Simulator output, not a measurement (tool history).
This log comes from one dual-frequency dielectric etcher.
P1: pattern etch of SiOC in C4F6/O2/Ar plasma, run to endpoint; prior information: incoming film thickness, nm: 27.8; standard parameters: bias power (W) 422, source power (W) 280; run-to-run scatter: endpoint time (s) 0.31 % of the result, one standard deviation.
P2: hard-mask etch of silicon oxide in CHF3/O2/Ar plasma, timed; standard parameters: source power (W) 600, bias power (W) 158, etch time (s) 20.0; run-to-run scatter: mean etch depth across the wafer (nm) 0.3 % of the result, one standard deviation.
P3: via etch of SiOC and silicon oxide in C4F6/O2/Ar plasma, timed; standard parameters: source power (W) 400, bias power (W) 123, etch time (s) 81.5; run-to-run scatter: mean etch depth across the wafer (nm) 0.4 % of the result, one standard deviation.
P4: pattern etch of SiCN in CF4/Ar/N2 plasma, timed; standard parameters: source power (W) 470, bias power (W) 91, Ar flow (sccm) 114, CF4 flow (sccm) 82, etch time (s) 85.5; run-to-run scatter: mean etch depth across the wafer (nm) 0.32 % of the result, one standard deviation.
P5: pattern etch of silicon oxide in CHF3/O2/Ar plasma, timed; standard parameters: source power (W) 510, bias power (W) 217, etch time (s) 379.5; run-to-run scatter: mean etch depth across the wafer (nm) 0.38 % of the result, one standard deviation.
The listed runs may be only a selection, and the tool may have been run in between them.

| run | hour | process that ran | bias power (W) | source power (W) | etch time (s) | Ar flow (sccm) | CF4 flow (sccm) | hours since the last wet clean | hours since the last bias power generator calibration | hours since the last source power generator calibration | endpoint time (s) | mean etch depth across the wafer (nm) |
|---|---|---|---|---|---|---|---|---|---|---|---|---|
| 1 | 6.4 | P1 | 422 | 280 |  |  |  | 448.6 | 943.3 | 1327.7 | 11.5180 |  |
| 2 | 18.2 | P3 | 123 | 320 | 81.5 |  |  | 460.4 | 955.1 | 1339.5 |  | 74.087 |
| 3 | 27.5 | P4 | 91 | 620 | 85.5 | 114 | 82 | 469.7 | 964.4 | 1348.8 |  | 106.540 |
| 4 | 34.2 | P5 | 217 | 510 | 548.0 |  |  | 476.4 | 971.1 | 1355.5 |  | 1099.700 |
| 5 | 41.0 | P5 | 301 | 510 | 379.5 |  |  | 483.2 | 977.9 | 1362.3 |  | 857.390 |
| 6 | 50.2 | P1 | 491 | 390 |  |  |  | 492.4 | 987.1 | 1371.5 | 9.6544 |  |
| 7 | 61.1 | P2 | 158 | 600 | 20.0 |  |  | 503.3 | 998.0 | 1382.4 |  | 37.199 |
| 8 | 70.0 | P1 | 422 | 280 |  |  |  | 512.2 | 1006.9 | 1391.3 | 11.4110 |  |
| 9 | 80.0 | P1 | 422 | 280 |  |  |  | 522.2 | 1016.9 | 1401.3 | 11.4760 |  |
| 10 | 90.5 | P3 | 123 | 400 | 81.5 |  |  | 532.7 | 1027.4 | 1411.8 |  | 81.427 |
| 11 | 98.6 | P4 | 91 | 470 | 123.0 | 114 | 82 | 540.8 | 1035.5 | 1419.9 |  | 119.510 |
| 12 | 107.9 | P1 | 422 | 160 |  |  |  | 550.1 | 1044.8 | 1429.2 | 14.0340 |  |
| 13 | 120.8 | P2 | 158 | 800 | 20.0 |  |  | 563.0 | 1057.7 | 1442.1 |  | 41.573 |
| 14 | 131.2 | P4 | 63 | 470 | 85.5 | 114 | 82 | 573.4 | 1068.1 | 1452.5 |  | 73.363 |
| 15 | 144.1 | P4 | 91 | 470 | 85.5 | 114 | 82 | 586.3 | 1081.0 | 1465.4 |  | 83.474 |
| 16 | 153.1 | P3 | 175 | 400 | 81.5 |  |  | 595.3 | 1090.0 | 1474.4 |  | 90.124 |
| 17 | 165.3 | P1 | 422 | 280 |  |  |  | 607.5 | 1102.2 | 1486.6 | 11.4630 |  |
| 18 | 171.4 | P1 | 422 | 330 |  |  |  | 613.6 | 1108.3 | 1492.7 | 10.8000 |  |
| 19 | 182.5 | P5 | 217 | 410 | 379.5 |  |  | 624.7 | 1119.4 | 1503.8 |  | 703.090 |
| 20 | 194.0 | P1 | 556 | 280 |  |  |  | 636.2 | 1130.9 | 1515.3 | 10.3110 |  |
| 21 | 207.1 | P1 | 422 | 280 |  |  |  | 649.3 | 1144.0 | 1528.4 | 11.4620 |  |
| 22 | 216.8 | P1 | 330 | 280 |  |  |  | 659.0 | 1153.7 | 1538.1 | 12.6210 |  |
| 23 | 227.4 | P2 | 225 | 600 | 20.0 |  |  | 669.6 | 1164.3 | 1548.7 |  | 41.989 |
| 24 | 238.0 | P5 | 217 | 510 | 379.5 |  |  | 680.2 | 1174.9 | 1559.3 |  | 762.600 |
| 25 | 248.3 | P3 | 123 | 400 | 51.5 |  |  | 690.5 | 1185.2 | 1569.6 |  | 51.343 |
| 26 | 256.4 | P2 | 158 | 600 | 29.0 |  |  | 698.6 | 1193.3 | 1577.7 |  | 54.023 |
| 27 | 266.4 | P4 | 91 | 470 | 85.5 | 157 | 82 | 708.6 | 1203.3 | 1587.7 |  | 79.767 |
| 28 | 279.4 | P1 | 422 | 280 |  |  |  | 721.6 | 1216.3 | 1600.7 | 11.5140 |  |
| 29 | 291.7 | P4 | 91 | 470 | 85.5 | 114 | 112 | 733.9 | 1228.6 | 1613.0 |  | 87.328 |
| 30 | 303.3 | P5 | 217 | 510 | 379.5 |  |  | 745.5 | 1240.2 | 1624.6 |  | 758.070 |
| 31 | 311.5 | P1 | 422 | 280 |  |  |  | 753.7 | 1248.4 | 1632.8 | 11.4630 |  |
| 32 | 317.4 | P1 | 422 | 280 |  |  |  | 759.6 | 1254.3 | 1638.7 | 11.4070 |  |
| 33 | 324.4 | P1 | 422 | 280 |  |  |  | 766.6 | 1261.3 | 1645.7 | 11.4110 |  |

Estimate the outcome of run 34 from the log above:
| 34 | 330.6 | P1 | 422 | 280 |  |  |  | 772.8 | 1267.5 | 1651.9 | ? |  |

endpoint time (s): 11.4200

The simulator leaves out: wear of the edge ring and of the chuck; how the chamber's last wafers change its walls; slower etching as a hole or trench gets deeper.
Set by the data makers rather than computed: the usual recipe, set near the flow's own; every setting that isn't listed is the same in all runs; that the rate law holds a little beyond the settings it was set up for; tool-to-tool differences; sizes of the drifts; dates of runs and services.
